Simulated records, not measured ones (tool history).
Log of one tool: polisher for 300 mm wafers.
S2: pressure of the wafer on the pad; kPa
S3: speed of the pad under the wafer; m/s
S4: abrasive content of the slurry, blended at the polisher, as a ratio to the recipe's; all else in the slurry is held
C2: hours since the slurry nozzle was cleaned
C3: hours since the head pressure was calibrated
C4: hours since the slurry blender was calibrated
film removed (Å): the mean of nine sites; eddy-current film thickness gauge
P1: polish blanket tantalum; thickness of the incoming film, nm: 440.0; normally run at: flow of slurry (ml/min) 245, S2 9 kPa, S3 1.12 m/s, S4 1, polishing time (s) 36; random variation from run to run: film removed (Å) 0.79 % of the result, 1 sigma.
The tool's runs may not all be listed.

{"run": 1, "hour": 11.7, "flow of slurry (ml/min)": 245, "S2": 9, "S3": 1.12, "S4": 1, "polishing time (s)": 36, "wafers polished on this pad": 435, "C2": 130.6, "C3": 118.7, "C4": 249.3, "film removed (Å)": 413.04}
{"run": 2, "hour": 24.2, "flow of slurry (ml/min)": 170, "S2": 9, "S3": 1.12, "S4": 1, "polishing time (s)": 57, "wafers polished on this pad": 592, "C2": 143.1, "C3": 131.2, "C4": 261.8, "film removed (Å)": 604.87}
{"run": 3, "hour": 39.1, "flow of slurry (ml/min)": 245, "S2": 4.8, "S3": 1.12, "S4": 1, "polishing time (s)": 36, "wafers polished on this pad": 779, "C2": 158, "C3": 146.1, "C4": 276.7, "film removed (Å)": 221.24}
{"run": 4, "hour": 51.3, "flow of slurry (ml/min)": 245, "S2": 9, "S3": 1.12, "S4": 1, "polishing time (s)": 36, "wafers polished on this pad": 932, "C2": 170.2, "C3": 158.3, "C4": 288.9, "film removed (Å)": 405.69}
{"run": 5, "hour": 67.4, "flow of slurry (ml/min)": 245, "S2": 9, "S3": 1.12, "S4": 1, "polishing time (s)": 27, "wafers polished on this pad": 1134, "C2": 186.3, "C3": 174.4, "C4": 305, "film removed (Å)": 308.57}
{"run": 6, "hour": 83.0, "flow of slurry (ml/min)": 245, "S2": 9, "S3": 1.12, "S4": 1, "polishing time (s)": 36, "wafers polished on this pad": 1330, "C2": 201.9, "C3": 190, "C4": 320.6, "film removed (Å)": 408.98}
{"run": 7, "hour": 96.6, "flow of slurry (ml/min)": 245, "S2": 9, "S3": 1.12, "S4": 1, "polishing time (s)": 50, "wafers polished on this pad": 1500, "C2": 215.5, "C3": 203.6, "C4": 334.2, "film removed (Å)": 558.29}
{"run": 8, "hour": 112.7, "flow of slurry (ml/min)": 375, "S2": 9, "S3": 1.12, "S4": 1, "polishing time (s)": 36, "wafers polished on this pad": 1702, "C2": 231.6, "C3": 219.7, "C4": 350.3, "film removed (Å)": 417.77}
{"run": 9, "hour": 122.1, "flow of slurry (ml/min)": 245, "S2": 9, "S3": 1.12, "S4": 0.55, "polishing time (s)": 36, "wafers polished on this pad": 1820, "C2": 241, "C3": 229.1, "C4": 359.7, "film removed (Å)": 331.62}
{"run": 10, "hour": 131.4, "flow of slurry (ml/min)": 245, "S2": 11.7, "S3": 1.12, "S4": 1, "polishing time (s)": 36, "wafers polished on this pad": 1937, "C2": 250.3, "C3": 238.4, "C4": 369, "film removed (Å)": 528.12}
{"run": 11, "hour": 148.0, "flow of slurry (ml/min)": 245, "S2": 9, "S3": 1.66, "S4": 1, "polishing time (s)": 36, "wafers polished on this pad": 2145, "C2": 266.9, "C3": 255, "C4": 385.6, "film removed (Å)": 613.71}
{"run": 12, "hour": 159.8, "flow of slurry (ml/min)": 245, "S2": 9, "S3": 0.66, "S4": 1, "polishing time (s)": 36, "wafers polished on this pad": 2293, "C2": 278.7, "C3": 266.8, "C4": 397.4, "film removed (Å)": 241.46}
{"run": 13, "hour": 173.1, "flow of slurry (ml/min)": 245, "S2": 9, "S3": 1.12, "S4": 1, "polishing time (s)": 36, "wafers polished on this pad": 2460, "C2": 292, "C3": 280.1, "C4": 410.7, "film removed (Å)": 405.65}
{"run": 14, "hour": 186.3, "flow of slurry (ml/min)": 245, "S2": 9, "S3": 1.12, "S4": 1.5, "polishing time (s)": 36, "wafers polished on this pad": 2626, "C2": 305.2, "C3": 293.3, "C4": 423.9, "film removed (Å)": 450.05}
{"run": 15, "hour": 198.9, "flow of slurry (ml/min)": 145, "S2": 9, "S3": 1.12, "S4": 1, "polishing time (s)": 36, "wafers polished on this pad": 2784, "C2": 317.8, "C3": 305.9, "C4": 436.5, "film removed (Å)": 372.16}
{"run": 16, "hour": 212.9, "flow of slurry (ml/min)": 245, "S2": 9, "S3": 1.12, "S4": 1, "polishing time (s)": 36, "wafers polished on this pad": 2959, "C2": 331.8, "C3": 319.9, "C4": 450.5, "film removed (Å)": 410.15}
{"run": 17, "hour": 223.8, "flow of slurry (ml/min)": 245, "S2": 9, "S3": 1.12, "S4": 1, "polishing time (s)": 36, "wafers polished on this pad": 3096, "C2": 342.7, "C3": 330.8, "C4": 461.4, "film removed (Å)": 395.79}
{"run": 18, "hour": 233.2, "flow of slurry (ml/min)": 245, "S2": 9, "S3": 1.12, "S4": 1, "polishing time (s)": 36, "wafers polished on this pad": 3214, "C2": 352.1, "C3": 340.2, "C4": 470.8, "film removed (Å)": 390.98}
{"run": 19, "hour": 243.9, "flow of slurry (ml/min)": 245, "S2": 9, "S3": 1.12, "S4": 1, "polishing time (s)": 36, "wafers polished on this pad": 3348, "C2": 362.8, "C3": 350.9, "C4": 481.5, "film removed (Å)": 379.19}
{"run": 20, "hour": 252.1, "flow of slurry (ml/min)": 245, "S2": 9, "S3": 1.12, "S4": 1, "polishing time (s)": 36, "wafers polished on this pad": 3451, "C2": 371, "C3": 359.1, "C4": 489.7, "film removed (Å)": 380.7}
{"run": 21, "hour": 267.7, "flow of slurry (ml/min)": 245, "S2": 9, "S3": 1.12, "S4": 1, "polishing time (s)": 36, "wafers polished on this pad": 3647, "C2": 386.6, "C3": 374.7, "C4": 505.3, "film removed (Å)": 371.41}
{"run": 22, "hour": 284.7, "flow of slurry (ml/min)": 245, "S2": 9, "S3": 1.12, "S4": 1, "polishing time (s)": 36, "wafers polished on this pad": 3860, "C2": 403.6, "C3": 391.7, "C4": 522.3, "film removed (Å)": 368.24}
{"run": 23, "hour": 301.3, "flow of slurry (ml/min)": 245, "S2": 9, "S3": 1.12, "S4": 1, "polishing time (s)": 36, "wafers polished on this pad": 4068, "C2": 420.2, "C3": 408.3, "C4": 538.9, "film removed (Å)": 362.34}
{"hour": 304.2, "done": "slurry nozzle cleaned"}
{"hour": 310.1, "done": "worn pad replaced by a new one"}
{"run": 24, "hour": 310.9, "flow of slurry (ml/min)": 245, "S2": 9, "S3": 1.12, "S4": 1, "polishing time (s)": 36, "wafers polished on this pad": 10, "C2": 6.8, "C3": 417.9, "C4": 548.5, "film removed (Å)": 363.36}
{"run": 25, "hour": 320.3, "flow of slurry (ml/min)": 245, "S2": 9, "S3": 1.12, "S4": 1, "polishing time (s)": 36, "wafers polished on this pad": 128, "C2": 16.2, "C3": 427.3, "C4": 557.9, "film removed (Å)": 360.99}
{"run": 26, "hour": 337.4, "flow of slurry (ml/min)": 245, "S2": 9, "S3": 1.12, "S4": 1, "polishing time (s)": 36, "wafers polished on this pad": 342, "C2": 33.3, "C3": 444.4, "C4": 575, "film removed (Å)": 365.76}
{"run": 27, "hour": 351.5, "flow of slurry (ml/min)": 245, "S2": 9, "S3": 1.12, "S4": 1, "polishing time (s)": 36, "wafers polished on this pad": 519, "C2": 47.4, "C3": 458.5, "C4": 589.1, "film removed (Å)": 359.21}

What P1 gives has crept away from where it was. These 2 causes fit the log equally well, each at the size given:
A: abrasive missing from the slurry, % = 30.9
B: head's pressure below its setpoint, % = 11.3
The creep began at about hour 212.9.
Why every other cause is out:
removal rate lost through wear of the pad, %: serviced at hour 310.1, which brought nothing back
slurry flow missing at the pad, %: serviced at hour 304.2, which brought nothing back

4 check runs are offered, each on 2 wafers whose results are averaged, their results left as question marks. Which one tells the causes apart?
{"run": "check 1", "hour": 365.6, "flow of slurry (ml/min)": 145, "S2": 9, "S3": 0.72, "S4": 1, "polishing time (s)": 36, "film removed (Å)": "?"}
{"run": "check 2", "hour": 365.6, "flow of slurry (ml/min)": 355, "S2": 9, "S3": 0.78, "S4": 1, "polishing time (s)": 36, "film removed (Å)": "?"}
{"run": "check 3", "hour": 365.6, "flow of slurry (ml/min)": 305, "S2": 9, "S3": 1.12, "S4": 0.6, "polishing time (s)": 36, "film removed (Å)": "?"}
{"run": "check 4", "hour": 365.6, "flow of slurry (ml/min)": 150, "S2": 9, "S3": 1.12, "S4": 1, "polishing time (s)": 50, "film removed (Å)": "?"}

What each check would give under each cause:
check=check_1 result=film_removed_(Å) if_A=216.07 if_B=216.14
check=check_2 result=film_removed_(Å) if_A=260.48 if_B=260.57
check=check_3 result=film_removed_(Å) if_A=296.87 if_B=310.43
check=check_4 result=film_removed_(Å) if_A=469.58 if_B=469.73
How far apart the two closest causes lie, in the result that separates them most: check 1 0.03 %; check 2 0.03 %; check 3 4.46 %; check 4 0.03 %
Only check 3 tells the causes apart: in the others they would give nearly the same result.

Check 3 was then run and gave: film removed (Å) 297.71. Which cause is it?

It is A: abrasive missing from the slurry, %.

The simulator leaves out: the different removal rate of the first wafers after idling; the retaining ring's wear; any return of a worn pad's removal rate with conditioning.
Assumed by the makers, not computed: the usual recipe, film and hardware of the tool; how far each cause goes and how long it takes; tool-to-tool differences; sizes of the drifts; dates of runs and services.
